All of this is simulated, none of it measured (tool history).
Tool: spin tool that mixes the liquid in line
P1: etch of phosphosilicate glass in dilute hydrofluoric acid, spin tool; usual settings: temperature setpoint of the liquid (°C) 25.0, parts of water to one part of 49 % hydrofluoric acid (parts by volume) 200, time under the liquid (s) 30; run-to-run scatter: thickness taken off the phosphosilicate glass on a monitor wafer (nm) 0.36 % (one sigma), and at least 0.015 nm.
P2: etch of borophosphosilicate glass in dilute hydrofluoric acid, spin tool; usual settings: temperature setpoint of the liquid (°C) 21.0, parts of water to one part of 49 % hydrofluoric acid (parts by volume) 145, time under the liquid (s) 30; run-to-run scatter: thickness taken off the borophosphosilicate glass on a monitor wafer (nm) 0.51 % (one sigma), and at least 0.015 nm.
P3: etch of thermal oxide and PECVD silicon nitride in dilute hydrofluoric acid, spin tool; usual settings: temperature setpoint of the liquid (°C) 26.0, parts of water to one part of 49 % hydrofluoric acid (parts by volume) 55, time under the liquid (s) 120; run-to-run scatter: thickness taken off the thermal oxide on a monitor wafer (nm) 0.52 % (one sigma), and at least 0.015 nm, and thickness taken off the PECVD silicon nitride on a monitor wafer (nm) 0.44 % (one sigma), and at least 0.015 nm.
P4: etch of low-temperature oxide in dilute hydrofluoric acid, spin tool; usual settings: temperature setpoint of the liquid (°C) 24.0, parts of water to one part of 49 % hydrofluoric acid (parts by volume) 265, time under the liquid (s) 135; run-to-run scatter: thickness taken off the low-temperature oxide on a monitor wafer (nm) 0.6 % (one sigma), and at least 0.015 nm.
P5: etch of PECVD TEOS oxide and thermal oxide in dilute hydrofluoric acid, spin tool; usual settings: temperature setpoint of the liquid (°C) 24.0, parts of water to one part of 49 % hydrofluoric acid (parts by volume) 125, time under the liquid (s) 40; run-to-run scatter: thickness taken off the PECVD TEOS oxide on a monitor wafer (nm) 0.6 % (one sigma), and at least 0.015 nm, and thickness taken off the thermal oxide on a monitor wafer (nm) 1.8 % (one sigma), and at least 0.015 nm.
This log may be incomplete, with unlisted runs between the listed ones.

run     day  process that ran  temperature setpoint of the liquid (°C)  parts of water to one part of 49 % hydrofluoric acid (parts by volume)  time under the liquid (s)  hours since the thermometer was replaced  hours since the hydrofluoric acid flow meter was replaced  thickness taken off the phosphosilicate glass on a monitor wafer (nm)  thickness taken off the PECVD TEOS oxide on a monitor wafer (nm)  thickness taken off the thermal oxide on a monitor wafer (nm)  thickness taken off the low-temperature oxide on a monitor wafer (nm)  thickness taken off the PECVD silicon nitride on a monitor wafer (nm)  thickness taken off the borophosphosilicate glass on a monitor wafer (nm)
  1   0.542                P1                                     25.0                                                                     200                         30                                    1598.4                                                      377.6                                                                 9.3905
  2   1.071                P1                                     25.0                                                                     200                         30                                    1611.1                                                      390.3                                                                 9.4147
  3   1.654                P5                                     24.0                                                                     125                         40                                    1625.1                                                      404.3                                                                                                                                   5.1990                                                        1.36960
  4   2.000                P4                                     24.0                                                                     265                         15                                    1633.4                                                      412.6                                                                                                                                                                                                                                                                        0.49424
  5   2.504                P1                                     25.0                                                                      85                         15                                    1645.5                                                      424.7                                                                12.6650
  6   2.954                P3                                     26.0                                                                      55                        225                                    1656.3                                                      435.5                                                                                                                                                                                                21.20800                                                                                                                                        20.618
  7   3.325                P2                                     21.0                                                                      55                         30                                    1665.2                                                      444.4                                                                                                                                                                                                                                                                                                                                                                                                                          16.3430
      3.792  -- thermometer replaced
  8   3.958                P5                                     24.0                                                                     185                         40                                       4.0                                                      459.6                                                                                                                                   3.3221                                                        0.89545
  9   4.458                P3                                     26.0                                                                      20                        120                                      16.0                                                      471.6                                                                                                                                                                                                32.77100                                                                                                                                        29.385
 10   5.092                P3                                     26.0                                                                      55                        120                                      31.2                                                      486.8                                                                                                                                                                                                11.44700                                                                                                                                        10.954
 11   5.375                P1                                     25.0                                                                     200                         15                                      38.0                                                      493.6                                                                 4.6626
 12   5.758                P1                                     25.0                                                                     200                         30                                      47.2                                                      502.8                                                                 9.4413
 13   6.196                P1                                     25.0                                                                     350                         30                                      57.7                                                      513.3                                                                 4.6065
 14   6.596                P1                                     25.0                                                                     200                         30                                      67.3                                                      522.9                                                                 9.4109
 15   6.996                P4                                     24.0                                                                     475                        135                                      76.9                                                      532.5                                                                                                                                                                                                                                                                        2.01560
 16   7.333                P1                                     21.0                                                                     200                         30                                      85.0                                                      540.6                                                                 8.0568
 17   7.942                P1                                     25.0                                                                     200                         30                                      99.6                                                      555.2                                                                 9.3624
 18   8.367                P2                                     21.0                                                                     145                         30                                     109.8                                                      565.4                                                                                                                                                                                                                                                                                                                                                                                                                           5.6076
 19   8.792                P5                                     32.0                                                                     125                         40                                     120.0                                                      575.6                                                                                                                                   7.1115                                                        1.84820
 20   9.179                P2                                     21.0                                                                     145                         15                                     129.3                                                      584.9                                                                                                                                                                                                                                                                                                                                                                                                                           2.7826
 21   9.692                P5                                     24.0                                                                     125                         60                                     141.6                                                      597.2                                                                                                                                   7.8489                                                        2.04710
 22  10.000                P1                                     25.0                                                                      35                         30                                     149.0                                                      604.6                                                                65.6700
 23  10.379                P4                                     24.0                                                                     265                        135                                     158.1                                                      613.7                                                                                                                                                                                                                                                                        4.44180
 24  10.833                P1                                     25.0                                                                     200                         30                                     169.0                                                      624.6                                                                 9.2972

Run 25 has not been measured yet. What should we expect?
 25  11.333                P2                                     27.5                                                                     145                         30                                     181.0                                                      636.6                                                                                                                                                                                                                                                                                                                                                                                                                                ?

{"run 25": {"thickness taken off the borophosphosilicate glass on a monitor wafer (nm)": 7.2589}}
